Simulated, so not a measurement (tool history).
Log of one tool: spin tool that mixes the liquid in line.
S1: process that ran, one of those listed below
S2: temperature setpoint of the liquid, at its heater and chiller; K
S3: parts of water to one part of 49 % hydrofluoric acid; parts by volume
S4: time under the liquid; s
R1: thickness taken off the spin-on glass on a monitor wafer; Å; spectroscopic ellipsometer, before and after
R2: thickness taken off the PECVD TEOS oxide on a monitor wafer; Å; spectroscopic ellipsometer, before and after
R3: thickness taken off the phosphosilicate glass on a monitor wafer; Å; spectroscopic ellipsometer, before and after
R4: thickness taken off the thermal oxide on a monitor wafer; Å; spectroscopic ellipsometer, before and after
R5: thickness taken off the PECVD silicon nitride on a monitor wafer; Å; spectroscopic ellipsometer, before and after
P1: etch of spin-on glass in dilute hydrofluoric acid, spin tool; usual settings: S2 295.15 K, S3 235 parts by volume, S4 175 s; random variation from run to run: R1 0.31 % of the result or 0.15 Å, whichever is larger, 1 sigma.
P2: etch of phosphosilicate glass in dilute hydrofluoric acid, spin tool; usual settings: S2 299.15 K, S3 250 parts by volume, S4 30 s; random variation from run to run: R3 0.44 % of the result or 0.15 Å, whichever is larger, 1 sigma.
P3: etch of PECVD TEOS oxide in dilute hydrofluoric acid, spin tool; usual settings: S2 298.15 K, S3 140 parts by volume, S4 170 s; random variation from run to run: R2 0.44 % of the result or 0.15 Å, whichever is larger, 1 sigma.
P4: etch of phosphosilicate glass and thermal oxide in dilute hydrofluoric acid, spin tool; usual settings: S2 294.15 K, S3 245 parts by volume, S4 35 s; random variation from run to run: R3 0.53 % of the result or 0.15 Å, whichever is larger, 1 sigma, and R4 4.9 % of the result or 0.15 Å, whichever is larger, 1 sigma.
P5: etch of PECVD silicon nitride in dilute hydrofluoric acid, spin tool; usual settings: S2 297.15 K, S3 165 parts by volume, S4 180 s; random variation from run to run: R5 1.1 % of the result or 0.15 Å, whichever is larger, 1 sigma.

run    day  S1      S2   S3   S4      R1      R2      R3      R4      R5
  1  0.442  P1  295.15  235  175  158.89
  2    0.9  P1  300.65  235  175  193.81
  3  1.325  P3  298.15   45  170          1181.5
  4   1.75  P1  295.15  115   85  180.26
  5  2.083  P3  290.15  140  170          243.79
  6  2.362  P1  295.15  235  175  159.91
  7  2.733  P4  294.15   80   35                  713.85  18.509
  8  3.062  P3  298.15  140   40          78.207
  9  3.475  P4  294.15  245   35                  196.61  4.9069
 10  3.854  P5  297.15  165  180                                  20.482
 11  4.308  P2  304.15  250   30                  182.37
 12  4.762  P1  290.15  235  175  131.59
 13  4.979  P1  295.15  365  175  91.355
 14  5.304  P3  298.15  140  170          337.84
 15  5.667  P4  294.15  245   55                  307.44  8.1879
 16  6.017  P1  295.15  235  175  159.31
 17  6.404  P4  290.15  245   35                  168.37  4.4373
 18  6.671  P1  290.15  335  175  85.398
 19  6.996  P5  300.65  165  180                                   25.23

Forecast run 20:
 20  7.333  P1  295.15  235  175   ?

{"run 20": {"R1": 159.22}}
